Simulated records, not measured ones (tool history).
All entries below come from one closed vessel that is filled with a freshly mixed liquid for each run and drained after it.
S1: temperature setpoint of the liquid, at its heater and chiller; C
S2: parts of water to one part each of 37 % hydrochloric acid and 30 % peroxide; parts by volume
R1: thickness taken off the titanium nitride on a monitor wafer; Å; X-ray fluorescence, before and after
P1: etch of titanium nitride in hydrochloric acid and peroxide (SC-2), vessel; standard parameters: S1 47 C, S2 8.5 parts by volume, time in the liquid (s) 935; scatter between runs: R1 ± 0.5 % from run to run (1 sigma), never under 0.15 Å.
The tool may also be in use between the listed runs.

{"run": 1, "hour": 2.0, "S1": 47, "S2": 8.5, "time in the liquid (s)": 935, "R1": 274.02}
{"run": 2, "hour": 4.1, "S1": 47, "S2": 12.0, "time in the liquid (s)": 935, "R1": 206.04}
{"run": 3, "hour": 6.1, "S1": 47, "S2": 4.0, "time in the liquid (s)": 935, "R1": 481.94}
{"run": 4, "hour": 8.8, "S1": 47, "S2": 8.5, "time in the liquid (s)": 935, "R1": 272.91}
{"run": 5, "hour": 12.9, "S1": 47, "S2": 12.5, "time in the liquid (s)": 1460, "R1": 307.4}
{"run": 6, "hour": 16.2, "S1": 35, "S2": 8.5, "time in the liquid (s)": 935, "R1": 116.86}
{"run": 7, "hour": 20.5, "S1": 60, "S2": 8.5, "time in the liquid (s)": 935, "R1": 637.69}
{"run": 8, "hour": 23.7, "S1": 47, "S2": 8.5, "time in the liquid (s)": 935, "R1": 272.68}
{"run": 9, "hour": 26.2, "S1": 47, "S2": 8.5, "time in the liquid (s)": 70, "R1": 20.625}
{"run": 10, "hour": 29.4, "S1": 47, "S2": 8.5, "time in the liquid (s)": 935, "R1": 273.83}
{"run": 11, "hour": 32.1, "S1": 40, "S2": 14.0, "time in the liquid (s)": 935, "R1": 110.02}
{"run": 12, "hour": 35.0, "S1": 47, "S2": 8.5, "time in the liquid (s)": 1720, "R1": 504.89}
{"run": 13, "hour": 36.9, "S1": 47, "S2": 8.5, "time in the liquid (s)": 935, "R1": 274.79}
{"run": 14, "hour": 39.1, "S1": 47, "S2": 8.5, "time in the liquid (s)": 935, "R1": 282.62}
{"run": 15, "hour": 42.7, "S1": 47, "S2": 8.5, "time in the liquid (s)": 935, "R1": 290.68}
{"run": 16, "hour": 46.0, "S1": 47, "S2": 8.5, "time in the liquid (s)": 935, "R1": 291.68}
{"run": 17, "hour": 48.0, "S1": 47, "S2": 8.5, "time in the liquid (s)": 935, "R1": 293.26}
{"run": 18, "hour": 51.5, "S1": 47, "S2": 8.5, "time in the liquid (s)": 935, "R1": 295.46}
{"run": 19, "hour": 54.7, "S1": 47, "S2": 8.5, "time in the liquid (s)": 935, "R1": 293.93}

The log shows P1 creeping away from where it was. Any of the 2 causes listed here, at the size stated for it, fits the log just as well as the others:
A: chemicals flow above the setpoint (%) = 9.74
B: liquid hotter than its thermometer reads (K) = 1.11
The gradual shift began around hour 36.9.
All other causes, with the reason each is excluded:
peroxide weaker than its label (%): at most 8, giving a -7.3 % change in R1: too small, or against the direction of the creep

You are offered 4 check runs, listed below with question marks in place of their results; each one averages 5 wafers. Which run separates the listed causes by giving clearly different results for each?
{"run": "check 1", "hour": 57.9, "S1": 57.0, "S2": 8.5, "time in the liquid (s)": 200, "R1": "?"}
{"run": "check 2", "hour": 57.9, "S1": 35.0, "S2": 4.0, "time in the liquid (s)": 935, "R1": "?"}
{"run": "check 3", "hour": 57.9, "S1": 58.5, "S2": 8.5, "time in the liquid (s)": 370, "R1": "?"}
{"run": "check 4", "hour": 57.9, "S1": 53.0, "S2": 8.5, "time in the liquid (s)": 935, "R1": "?"}

How each check would come out, cause by cause:
check=check_1 result=R1 if_A=121.570 if_B=121.110
check=check_2 result=R1 if_A=217.710 if_B=222.140
check=check_3 result=R1 if_A=247.420 if_B=246.310
check=check_4 result=R1 if_A=438.830 if_B=437.900
Minimum pairwise separation of causes per check, each pair taken at its best-separating result: check 1 0.39 %; check 2 2.01 %; check 3 0.45 %; check 4 0.21 %
Only check 2 tells the causes apart: in the others they would give nearly the same result.

After running check 2, the following was obtained: R1 222.590 Å. Which cause does this point to?

Of the candidate causes, it is B: liquid hotter than its thermometer reads (K).
